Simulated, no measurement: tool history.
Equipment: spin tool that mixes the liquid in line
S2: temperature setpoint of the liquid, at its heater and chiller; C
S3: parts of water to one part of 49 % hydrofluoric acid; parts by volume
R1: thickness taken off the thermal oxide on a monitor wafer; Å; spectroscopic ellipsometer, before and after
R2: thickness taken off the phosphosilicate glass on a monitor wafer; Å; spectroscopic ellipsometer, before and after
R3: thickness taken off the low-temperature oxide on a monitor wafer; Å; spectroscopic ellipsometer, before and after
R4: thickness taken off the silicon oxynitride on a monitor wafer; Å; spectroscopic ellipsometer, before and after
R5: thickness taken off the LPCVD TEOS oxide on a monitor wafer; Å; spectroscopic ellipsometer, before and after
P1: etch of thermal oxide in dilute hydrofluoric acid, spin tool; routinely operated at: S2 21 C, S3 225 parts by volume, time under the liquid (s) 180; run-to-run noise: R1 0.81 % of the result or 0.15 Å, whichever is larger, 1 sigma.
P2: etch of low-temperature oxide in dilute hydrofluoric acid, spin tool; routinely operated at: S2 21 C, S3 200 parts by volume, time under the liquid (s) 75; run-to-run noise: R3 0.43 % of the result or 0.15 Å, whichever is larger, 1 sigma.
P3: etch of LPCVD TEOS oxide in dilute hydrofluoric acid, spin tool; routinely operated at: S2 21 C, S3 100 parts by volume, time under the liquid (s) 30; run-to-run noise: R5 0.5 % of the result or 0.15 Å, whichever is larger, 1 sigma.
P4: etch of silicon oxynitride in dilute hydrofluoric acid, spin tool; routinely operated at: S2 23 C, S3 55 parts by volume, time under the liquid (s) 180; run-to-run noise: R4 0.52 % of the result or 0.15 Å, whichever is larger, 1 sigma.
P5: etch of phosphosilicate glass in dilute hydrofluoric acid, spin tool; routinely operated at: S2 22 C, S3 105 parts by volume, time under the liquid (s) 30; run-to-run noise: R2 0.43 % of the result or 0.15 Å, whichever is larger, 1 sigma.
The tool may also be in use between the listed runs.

Run 1, day 0.596: process that ran P1, S2 21 C, S3 225 parts by volume, time under the liquid (s) 180. Result: R1 29.401 Å.
Run 2, day 1.25: process that ran P5, S2 22 C, S3 105 parts by volume, time under the liquid (s) 30. Result: R2 160.15 Å.
Run 3, day 1.671: process that ran P2, S2 21 C, S3 200 parts by volume, time under the liquid (s) 75. Result: R3 49.158 Å.
Run 4, day 2.175: process that ran P1, S2 21 C, S3 225 parts by volume, time under the liquid (s) 180. Result: R1 30.361 Å.
Run 5, day 2.862: process that ran P4, S2 23 C, S3 95 parts by volume, time under the liquid (s) 180. Result: R4 64.086 Å.
Run 6, day 3.5: process that ran P5, S2 22 C, S3 105 parts by volume, time under the liquid (s) 60. Result: R2 317.46 Å.
Run 7, day 4.054: process that ran P5, S2 22 C, S3 180 parts by volume, time under the liquid (s) 30. Result: R2 85.904 Å.
Run 8, day 4.546: process that ran P1, S2 21 C, S3 410 parts by volume, time under the liquid (s) 180. Result: R1 14.004 Å.
Run 9, day 4.912: process that ran P2, S2 21 C, S3 200 parts by volume, time under the liquid (s) 15. Result: R3 9.7898 Å.
Run 10, day 5.517: process that ran P2, S2 21 C, S3 285 parts by volume, time under the liquid (s) 75. Result: R3 31.542 Å.
Run 11, day 6: process that ran P1, S2 25 C, S3 225 parts by volume, time under the liquid (s) 15. Result: R1 2.7859 Å.
Run 12, day 6.558: process that ran P3, S2 21 C, S3 150 parts by volume, time under the liquid (s) 30. Result: R5 45.046 Å.
Run 13, day 7.008: process that ran P1, S2 26 C, S3 225 parts by volume, time under the liquid (s) 180. Result: R1 36.053 Å.
Run 14, day 7.571: process that ran P3, S2 21 C, S3 100 parts by volume, time under the liquid (s) 30. Result: R5 71.411 Å.
Run 15, day 8.108: process that ran P5, S2 30.5 C, S3 105 parts by volume, time under the liquid (s) 30. Result: R2 220.28 Å.
Run 16, day 8.733: process that ran P1, S2 21 C, S3 225 parts by volume, time under the liquid (s) 265. Result: R1 43.844 Å.
Run 17, day 9.162: process that ran P1, S2 17 C, S3 225 parts by volume, time under the liquid (s) 180. Result: R1 25.832 Å.
Run 18, day 9.733: process that ran P1, S2 21 C, S3 225 parts by volume, time under the liquid (s) 180. Result: R1 29.913 Å.
Run 19, day 10.333: process that ran P5, S2 22 C, S3 105 parts by volume, time under the liquid (s) 30. Result: R2 159.84 Å.
Run 20, day 10.804: process that ran P1, S2 21 C, S3 110 parts by volume, time under the liquid (s) 180. Result: R1 69.432 Å.
Run 21, day 11.375: process that ran P4, S2 23 C, S3 55 parts by volume, time under the liquid (s) 15. Result: R4 9.6263 Å.
Run 22, day 11.875: process that ran P3, S2 28.5 C, S3 100 parts by volume, time under the liquid (s) 30. Result: R5 96.297 Å.
Run 23, day 12.462: process that ran P4, S2 23 C, S3 55 parts by volume, time under the liquid (s) 180. Result: R4 115.56 Å.
Run 24, day 13.112: process that ran P4, S2 29 C, S3 55 parts by volume, time under the liquid (s) 180. Result: R4 154.23 Å.
Run 25, day 13.767: process that ran P1, S2 21 C, S3 225 parts by volume, time under the liquid (s) 50. Result: R1 8.4444 Å.
Run 26, day 14.367: process that ran P2, S2 17 C, S3 200 parts by volume, time under the liquid (s) 75. Result: R3 42.084 Å.
Run 27, day 15.033: process that ran P1, S2 21 C, S3 225 parts by volume, time under the liquid (s) 180. Result: R1 30.178 Å.
Run 28, day 15.438: process that ran P1, S2 21 C, S3 225 parts by volume, time under the liquid (s) 180. Result: R1 30.583 Å.
Run 29, day 15.988: process that ran P3, S2 21 C, S3 100 parts by volume, time under the liquid (s) 60. Result: R5 144.31 Å.
Run 30, day 16.312: process that ran P1, S2 21 C, S3 130 parts by volume, time under the liquid (s) 315. Result: R1 101.05 Å.
Run 31, day 16.675: process that ran P1, S2 21 C, S3 225 parts by volume, time under the liquid (s) 180. Result: R1 29.789 Å.
Run 32, day 17.329: process that ran P1, S2 21 C, S3 225 parts by volume, time under the liquid (s) 180. Result: R1 31.102 Å.
Run 33, day 17.921: process that ran P1, S2 21 C, S3 225 parts by volume, time under the liquid (s) 180. Result: R1 31.61 Å.
Run 34, day 18.283: process that ran P1, S2 21 C, S3 225 parts by volume, time under the liquid (s) 180. Result: R1 32.06 Å.
Run 35, day 18.842: process that ran P1, S2 21 C, S3 225 parts by volume, time under the liquid (s) 180. Result: R1 32.151 Å.
Run 36, day 19.467: process that ran P1, S2 21 C, S3 225 parts by volume, time under the liquid (s) 180. Result: R1 32.418 Å.
Run 37, day 19.8: process that ran P1, S2 21 C, S3 225 parts by volume, time under the liquid (s) 180. Result: R1 32.696 Å.
Run 38, day 20.425: process that ran P1, S2 21 C, S3 225 parts by volume, time under the liquid (s) 180. Result: R1 32.877 Å.
Run 39, day 21.071: process that ran P1, S2 21 C, S3 225 parts by volume, time under the liquid (s) 180. Result: R1 33.282 Å.

P1 has crept away from where it was. The log is fitted equally well by each of these 2 causes, at the sizes shown:
A: liquid hotter than its thermometer reads (K) = 2.34
B: hydrofluoric acid flow above the setpoint (%) = 7.41
Onset of the creep was near day 16.675.

Which of the 4 check runs listed below, each an average over 3 wafers with its results shown as question marks, gives clearly different results under the different listed causes?
Run check 1, day 21.717: process that ran P2, S2 21 C, S3 265 parts by volume, time under the liquid (s) 15. Result: R3 ?.
Run check 2, day 21.717: process that ran P5, S2 27 C, S3 150 parts by volume, time under the liquid (s) 30. Result: R2 ?.
Run check 3, day 21.717: process that ran P3, S2 28 C, S3 135 parts by volume, time under the liquid (s) 30. Result: R5 ?.
Run check 4, day 21.717: process that ran P4, S2 27.5 C, S3 55 parts by volume, time under the liquid (s) 30. Result: R4 ?.

Predicted outcomes, by check and by cause:
  check  result    if A    if B
check 1      R3   7.594  7.6243
check 2      R2  139.72  139.51
check 3      R5  72.698  72.522
check 4      R4  26.598   25.69
Smallest distance between any two causes, each pair judged by its most separating result, in per cent: check 1 0.4 %; check 2 0.15 %; check 3 0.24 %; check 4 3.47 %
Check 4 distinguishes between the causes, while the remaining checks would return nearly the same result for all of them.

Here is what check 4 returned: R4 25.601 Å. Which cause is it?

It is B: hydrofluoric acid flow above the setpoint (%).
